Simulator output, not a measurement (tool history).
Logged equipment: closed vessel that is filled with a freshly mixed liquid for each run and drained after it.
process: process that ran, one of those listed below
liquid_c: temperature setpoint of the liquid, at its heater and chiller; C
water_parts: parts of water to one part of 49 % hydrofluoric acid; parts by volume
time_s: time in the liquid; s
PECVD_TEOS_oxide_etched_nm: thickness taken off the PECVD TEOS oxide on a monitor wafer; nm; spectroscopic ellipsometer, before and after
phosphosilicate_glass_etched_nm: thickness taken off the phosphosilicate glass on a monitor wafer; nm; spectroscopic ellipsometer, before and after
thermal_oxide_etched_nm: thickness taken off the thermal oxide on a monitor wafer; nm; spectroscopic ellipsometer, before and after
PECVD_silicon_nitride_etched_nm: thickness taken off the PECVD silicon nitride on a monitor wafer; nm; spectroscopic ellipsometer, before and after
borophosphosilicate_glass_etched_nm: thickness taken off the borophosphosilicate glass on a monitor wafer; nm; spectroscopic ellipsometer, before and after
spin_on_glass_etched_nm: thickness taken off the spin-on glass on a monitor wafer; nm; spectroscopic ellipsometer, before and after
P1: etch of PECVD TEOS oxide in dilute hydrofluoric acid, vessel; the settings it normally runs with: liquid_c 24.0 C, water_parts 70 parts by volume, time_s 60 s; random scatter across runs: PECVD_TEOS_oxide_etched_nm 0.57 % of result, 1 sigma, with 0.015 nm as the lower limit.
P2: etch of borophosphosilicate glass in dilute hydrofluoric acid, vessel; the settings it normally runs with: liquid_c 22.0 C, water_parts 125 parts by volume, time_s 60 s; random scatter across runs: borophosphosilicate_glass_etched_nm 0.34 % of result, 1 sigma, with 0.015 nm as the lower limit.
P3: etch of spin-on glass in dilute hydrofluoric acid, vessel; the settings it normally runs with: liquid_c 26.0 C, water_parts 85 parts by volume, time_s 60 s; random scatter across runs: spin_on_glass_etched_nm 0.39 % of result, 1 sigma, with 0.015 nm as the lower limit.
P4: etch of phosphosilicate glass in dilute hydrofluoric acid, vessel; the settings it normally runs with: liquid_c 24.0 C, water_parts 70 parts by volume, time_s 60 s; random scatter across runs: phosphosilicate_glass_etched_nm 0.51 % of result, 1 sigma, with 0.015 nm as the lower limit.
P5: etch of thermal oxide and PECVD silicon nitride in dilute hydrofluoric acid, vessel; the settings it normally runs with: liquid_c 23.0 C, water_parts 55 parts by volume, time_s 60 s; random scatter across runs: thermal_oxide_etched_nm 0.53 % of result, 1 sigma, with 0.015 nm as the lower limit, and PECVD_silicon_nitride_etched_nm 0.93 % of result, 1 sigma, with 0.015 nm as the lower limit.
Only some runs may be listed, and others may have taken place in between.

run	hour	process	liquid_c	water_parts	time_s	hours since the thermometer was replaced	hours since the hydrofluoric acid flow meter was replaced	PECVD_TEOS_oxide_etched_nm	phosphosilicate_glass_etched_nm	thermal_oxide_etched_nm	PECVD_silicon_nitride_etched_nm	borophosphosilicate_glass_etched_nm	spin_on_glass_etched_nm
1	7.8	P1	24.0	70	60	1077.3	881.2	15.5030					
2	13.8	P4	28.0	70	60	1083.3	887.2		116.440				
3	20.6	P4	24.0	70	95	1090.1	894.0		156.710				
4	30.5	P1	17.0	70	60	1100.0	903.9	11.5810					
5	35.7	P5	23.0	55	90	1105.2	909.1			7.7935	3.6803		
# hour 37.8: hydrofluoric acid flow meter replaced
6	41.2	P2	22.0	125	95	1110.7	3.5					40.164	
7	51.1	P1	24.0	70	60	1120.6	13.4	15.3370					
8	60.4	P2	26.0	125	60	1129.9	22.7					29.359	
9	68.1	P2	22.0	125	60	1137.6	30.4					25.246	
10	77.7	P1	31.5	70	60	1147.2	40.0	20.6090					
11	87.5	P3	26.0	85	30	1157.0	49.8						13.272
12	94.6	P3	26.0	25	60	1164.1	56.9						98.563
13	100.8	P1	24.0	70	110	1170.3	63.1	28.3080					
14	108.9	P5	23.0	105	60	1178.4	71.2			2.6025	1.3084		
15	116.4	P4	24.0	70	60	1185.9	78.7		98.892				
16	125.7	P1	24.0	45	30	1195.2	88.0	12.4100					
17	134.2	P2	22.0	80	60	1203.7	96.5					41.614	
18	142.1	P4	24.0	25	60	1211.6	104.4		295.340				
19	151.0	P5	23.0	55	60	1220.5	113.3			5.1941	2.5004		
20	160.2	P1	24.0	120	60	1229.7	122.5	8.4131					
21	166.1	P1	24.0	25	60	1235.6	128.4	45.8490					
22	170.8	P1	24.0	70	60	1240.3	133.1	15.4890					
23	179.4	P1	24.0	70	60	1248.9	141.7	15.3500					
24	184.5	P3	26.0	85	60	1254.0	146.8						26.614
25	189.6	P1	24.0	70	60	1259.1	151.9	15.3710					
26	197.6	P5	19.0	55	60	1267.1	159.9			4.4033	1.8677		
27	206.4	P1	24.0	70	30	1275.9	168.7	7.7229					
28	214.2	P1	24.0	70	60	1283.7	176.5	15.3910					
29	222.6	P3	34.0	85	60	1292.1	184.9						35.974
30	229.2	P1	24.0	70	60	1298.7	191.5	15.5170					
31	235.8	P1	24.0	70	60	1305.3	198.1	15.2380					
32	243.6	P1	24.0	70	60	1313.1	205.9	16.0220					
33	249.3	P1	24.0	70	60	1318.8	211.6	16.2710					
34	259.2	P1	24.0	70	60	1328.7	221.5	16.2470					
35	265.7	P1	24.0	70	60	1335.2	228.0	16.4030					
36	272.7	P1	24.0	70	60	1342.2	235.0	16.3240					
37	277.6	P1	24.0	70	60	1347.1	239.9	16.2490					

The output of P1 has drifted from where it used to be. Each of the 2 causes below, taken at the size shown beside it, accounts for the log equally well:
A: hydrofluoric acid flow above the setpoint (%) = 5.72
B: liquid hotter than its thermometer reads (K) = 1.51
At approximately hour 235.8, the process output began to creep.

4 check runs are offered, each on 3 wafers whose results are averaged, their results left as question marks. Which one tells the causes apart?
check 1	282.5	P4	24.0	70	60				?				
check 2	282.5	P5	23.0	55	60					?	?		
check 3	282.5	P3	26.0	85	60								?
check 4	282.5	P2	22.0	125	60							?	

What each check would give under each cause:
check	result	if A	if B
check 1	phosphosilicate_glass_etched_nm	104.730	104.750
check 2	thermal_oxide_etched_nm	5.5239	5.5376
check 2	PECVD_silicon_nitride_etched_nm	2.6029	2.7289
check 3	spin_on_glass_etched_nm	28.332	28.256
check 4	borophosphosilicate_glass_etched_nm	27.046	26.943
Per-check spread between the two closest causes, in the result where they differ most: check 1 0.02 %; check 2 4.73 %; check 3 0.27 %; check 4 0.38 %
Check 2 distinguishes between the causes, while the remaining checks would return nearly the same result for all of them.

After running check 2, the following was obtained: thermal_oxide_etched_nm 5.5321 nm; PECVD_silicon_nitride_etched_nm 2.7197 nm. Which cause does this point to?

B is the cause: liquid hotter than its thermometer reads (K).
